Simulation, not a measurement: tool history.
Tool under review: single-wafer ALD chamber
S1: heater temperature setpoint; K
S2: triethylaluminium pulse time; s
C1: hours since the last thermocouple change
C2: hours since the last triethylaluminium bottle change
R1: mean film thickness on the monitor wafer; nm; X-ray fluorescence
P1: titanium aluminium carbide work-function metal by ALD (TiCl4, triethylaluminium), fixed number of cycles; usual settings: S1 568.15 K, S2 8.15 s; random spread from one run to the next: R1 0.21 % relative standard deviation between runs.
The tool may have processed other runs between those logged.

run,hour,S1,S2,C1,C2,R1
1,8.4,568.15,8.15,536.1,198.8,1.9433
2,16.7,592.15,8.15,544.4,207.1,2.1501
3,24.2,568.15,13.35,551.9,214.6,2.0484
4,32,588.15,4.24,559.7,222.4,1.724
5,42.9,546.15,8.15,570.6,233.3,1.7535
6,50.6,568.15,8.15,578.3,241,1.948
7,61.3,568.15,8.15,589,251.7,1.9457
8,71.5,568.15,8.15,599.2,261.9,1.9444
9,83,568.15,3.48,610.7,273.4,1.4425
10,89.8,568.15,8.15,617.5,280.2,1.9481
11,99.8,568.15,8.15,627.5,290.2,1.9484
12,110.6,568.15,8.15,638.3,301,1.9516
13,118.8,568.15,8.15,646.5,309.2,1.9249
14,126.1,568.15,8.15,653.8,316.5,1.9188
15,132.1,568.15,8.15,659.8,322.5,1.9053
16,142.5,568.15,8.15,670.2,332.9,1.9064
17,147.9,568.15,8.15,675.6,338.3,1.9055
18,159.4,568.15,8.15,687.1,349.8,1.907

P1 no longer gives what it gave before; its output has crept away from where it was. The following 2 causes, each at its listed size, fit the log equally well:
A: triethylaluminium dose below that of a fresh bottle (%) = 9.93
B: wafer temperature below the value expected at the setpoint (K) = 4.67
Onset of the creep was near hour 110.6.

Each of the 4 check runs below uses one wafer; its results are left as question marks. Which run tells the causes apart?
check 1,170.9,550.15,8.15,,,?
check 2,170.9,582.15,8.15,,,?
check 3,170.9,591.15,8.15,,,?
check 4,170.9,559.15,3.87,,,?

Predicted outcomes, by check and by cause:
check,result,if A,if B
check 1,R1,1.7537,1.7512
check 2,R1,2.0225,2.0245
check 3,R1,2.0994,2.1027
check 4,R1,1.3893,1.4323
Distance between the nearest two causes, measured in the result of the check that separates them most: check 1 0.14 %; check 2 0.1 %; check 3 0.16 %; check 4 3.05 %
The other checks would show nearly matching results whichever cause is true, so check 4 is the only one that separates the causes.

Running check 4 produced the following: R1 1.4354 nm. Which one of the listed causes fits?

It was cause B: wafer temperature below the value expected at the setpoint (K).
